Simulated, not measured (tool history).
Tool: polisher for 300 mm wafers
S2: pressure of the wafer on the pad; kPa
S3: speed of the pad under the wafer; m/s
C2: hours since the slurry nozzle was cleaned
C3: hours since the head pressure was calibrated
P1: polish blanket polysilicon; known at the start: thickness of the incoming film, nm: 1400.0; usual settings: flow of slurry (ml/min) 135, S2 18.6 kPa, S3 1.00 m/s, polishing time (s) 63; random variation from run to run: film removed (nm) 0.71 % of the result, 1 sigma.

{"run": 1, "hour": 12.9, "flow of slurry (ml/min)": 135, "S2": 18.6, "S3": 1.0, "polishing time (s)": 63, "wafers polished on this pad": 487, "C2": 389.1, "C3": 372.1, "film removed (nm)": 492.9}
{"run": 2, "hour": 27.5, "flow of slurry (ml/min)": 135, "S2": 8.3, "S3": 1.0, "polishing time (s)": 63, "wafers polished on this pad": 667, "C2": 403.7, "C3": 386.7, "film removed (nm)": 218.06}
{"run": 3, "hour": 45.2, "flow of slurry (ml/min)": 135, "S2": 18.6, "S3": 0.52, "polishing time (s)": 63, "wafers polished on this pad": 886, "C2": 421.4, "C3": 404.4, "film removed (nm)": 255.59}
{"run": 4, "hour": 60.7, "flow of slurry (ml/min)": 135, "S2": 29.0, "S3": 1.0, "polishing time (s)": 63, "wafers polished on this pad": 1077, "C2": 436.9, "C3": 419.9, "film removed (nm)": 763.88}
{"run": 5, "hour": 76.0, "flow of slurry (ml/min)": 135, "S2": 18.6, "S3": 1.0, "polishing time (s)": 99, "wafers polished on this pad": 1266, "C2": 452.2, "C3": 435.2, "film removed (nm)": 774.32}
{"run": 6, "hour": 91.3, "flow of slurry (ml/min)": 135, "S2": 18.6, "S3": 0.68, "polishing time (s)": 45, "wafers polished on this pad": 1455, "C2": 467.5, "C3": 450.5, "film removed (nm)": 238.33}
{"run": 7, "hour": 104.5, "flow of slurry (ml/min)": 175, "S2": 18.6, "S3": 1.0, "polishing time (s)": 63, "wafers polished on this pad": 1618, "C2": 480.7, "C3": 463.7, "film removed (nm)": 519.66}
{"run": 8, "hour": 118.5, "flow of slurry (ml/min)": 80, "S2": 18.6, "S3": 1.0, "polishing time (s)": 40, "wafers polished on this pad": 1791, "C2": 494.7, "C3": 477.7, "film removed (nm)": 277.15}
{"run": 9, "hour": 134.0, "flow of slurry (ml/min)": 135, "S2": 18.6, "S3": 1.0, "polishing time (s)": 63, "wafers polished on this pad": 1983, "C2": 510.2, "C3": 493.2, "film removed (nm)": 492.83}
{"run": 10, "hour": 151.2, "flow of slurry (ml/min)": 135, "S2": 18.6, "S3": 1.58, "polishing time (s)": 63, "wafers polished on this pad": 2195, "C2": 527.4, "C3": 510.4, "film removed (nm)": 779.5}
{"run": 11, "hour": 168.5, "flow of slurry (ml/min)": 135, "S2": 18.6, "S3": 1.0, "polishing time (s)": 63, "wafers polished on this pad": 2409, "C2": 544.7, "C3": 527.7, "film removed (nm)": 495.69}
{"run": 12, "hour": 186.4, "flow of slurry (ml/min)": 135, "S2": 18.6, "S3": 1.0, "polishing time (s)": 28, "wafers polished on this pad": 2630, "C2": 562.6, "C3": 545.6, "film removed (nm)": 219.94}
{"run": 13, "hour": 195.6, "flow of slurry (ml/min)": 135, "S2": 18.6, "S3": 1.0, "polishing time (s)": 63, "wafers polished on this pad": 2744, "C2": 571.8, "C3": 554.8, "film removed (nm)": 497.46}
{"run": 14, "hour": 209.6, "flow of slurry (ml/min)": 100, "S2": 18.6, "S3": 1.0, "polishing time (s)": 84, "wafers polished on this pad": 2917, "C2": 585.8, "C3": 568.8, "film removed (nm)": 616.7}
{"run": 15, "hour": 226.8, "flow of slurry (ml/min)": 135, "S2": 18.6, "S3": 1.0, "polishing time (s)": 63, "wafers polished on this pad": 3129, "C2": 603.0, "C3": 586.0, "film removed (nm)": 495.95}
{"run": 16, "hour": 238.8, "flow of slurry (ml/min)": 80, "S2": 18.6, "S3": 1.0, "polishing time (s)": 63, "wafers polished on this pad": 3278, "C2": 615.0, "C3": 598.0, "film removed (nm)": 434.17}
{"run": 17, "hour": 257.3, "flow of slurry (ml/min)": 135, "S2": 18.6, "S3": 1.0, "polishing time (s)": 63, "wafers polished on this pad": 3506, "C2": 633.5, "C3": 616.5, "film removed (nm)": 491.52}
{"run": 18, "hour": 268.7, "flow of slurry (ml/min)": 135, "S2": 18.6, "S3": 1.0, "polishing time (s)": 63, "wafers polished on this pad": 3647, "C2": 644.9, "C3": 627.9, "film removed (nm)": 477.8}
{"run": 19, "hour": 281.4, "flow of slurry (ml/min)": 135, "S2": 18.6, "S3": 1.0, "polishing time (s)": 63, "wafers polished on this pad": 3804, "C2": 657.6, "C3": 640.6, "film removed (nm)": 473.11}
{"hour": 293.3, "done": "head pressure recalibrated"}
{"run": 20, "hour": 293.5, "flow of slurry (ml/min)": 135, "S2": 18.6, "S3": 1.0, "polishing time (s)": 63, "wafers polished on this pad": 3953, "C2": 669.7, "C3": 0.3, "film removed (nm)": 462.73}
{"run": 21, "hour": 307.6, "flow of slurry (ml/min)": 135, "S2": 18.6, "S3": 1.0, "polishing time (s)": 63, "wafers polished on this pad": 4128, "C2": 683.8, "C3": 14.4, "film removed (nm)": 462.42}
{"run": 22, "hour": 320.1, "flow of slurry (ml/min)": 135, "S2": 18.6, "S3": 1.0, "polishing time (s)": 63, "wafers polished on this pad": 4282, "C2": 696.3, "C3": 26.9, "film removed (nm)": 461.36}
{"run": 23, "hour": 335.7, "flow of slurry (ml/min)": 135, "S2": 18.6, "S3": 1.0, "polishing time (s)": 63, "wafers polished on this pad": 4475, "C2": 711.9, "C3": 42.5, "film removed (nm)": 461.81}

What P1 gives has crept away from where it was. These 2 causes fit the log equally well, each at the size given:
A: removal rate lost through wear of the pad, % = 6.9
B: slurry flow missing at the pad, % = 27.6
The creep began at about hour 257.3.
Why every other cause is out:
head's pressure below its setpoint, %: serviced at hour 293.3, which brought nothing back

4 check runs are offered, each on 3 wafers whose results are averaged, their results left as question marks. Which one tells the causes apart?
{"run": "check 1", "hour": 351.3, "flow of slurry (ml/min)": 135, "S2": 9.0, "S3": 1.0, "polishing time (s)": 44, "film removed (nm)": "?"}
{"run": "check 2", "hour": 351.3, "flow of slurry (ml/min)": 90, "S2": 18.6, "S3": 1.0, "polishing time (s)": 63, "film removed (nm)": "?"}
{"run": "check 3", "hour": 351.3, "flow of slurry (ml/min)": 135, "S2": 26.2, "S3": 1.0, "polishing time (s)": 76, "film removed (nm)": "?"}
{"run": "check 4", "hour": 351.3, "flow of slurry (ml/min)": 135, "S2": 15.2, "S3": 1.0, "polishing time (s)": 63, "film removed (nm)": "?"}

What each check would give under each cause:
check=check_1 result=film_removed_(nm) if_A=154.72 if_B=154.74
check=check_2 result=film_removed_(nm) if_A=419.19 if_B=406.72
check=check_3 result=film_removed_(nm) if_A=781.16 if_B=781.27
check=check_4 result=film_removed_(nm) if_A=374.89 if_B=374.95
How far apart the two closest causes lie, in the result that separates them most: check 1 0.01 %; check 2 3.02 %; check 3 0.01 %; check 4 0.01 %
Only check 2 tells the causes apart: in the others they would give nearly the same result.

Check 2 was then run and gave: film removed (nm) 405.61. Which cause is it?

It is B: slurry flow missing at the pad, %.
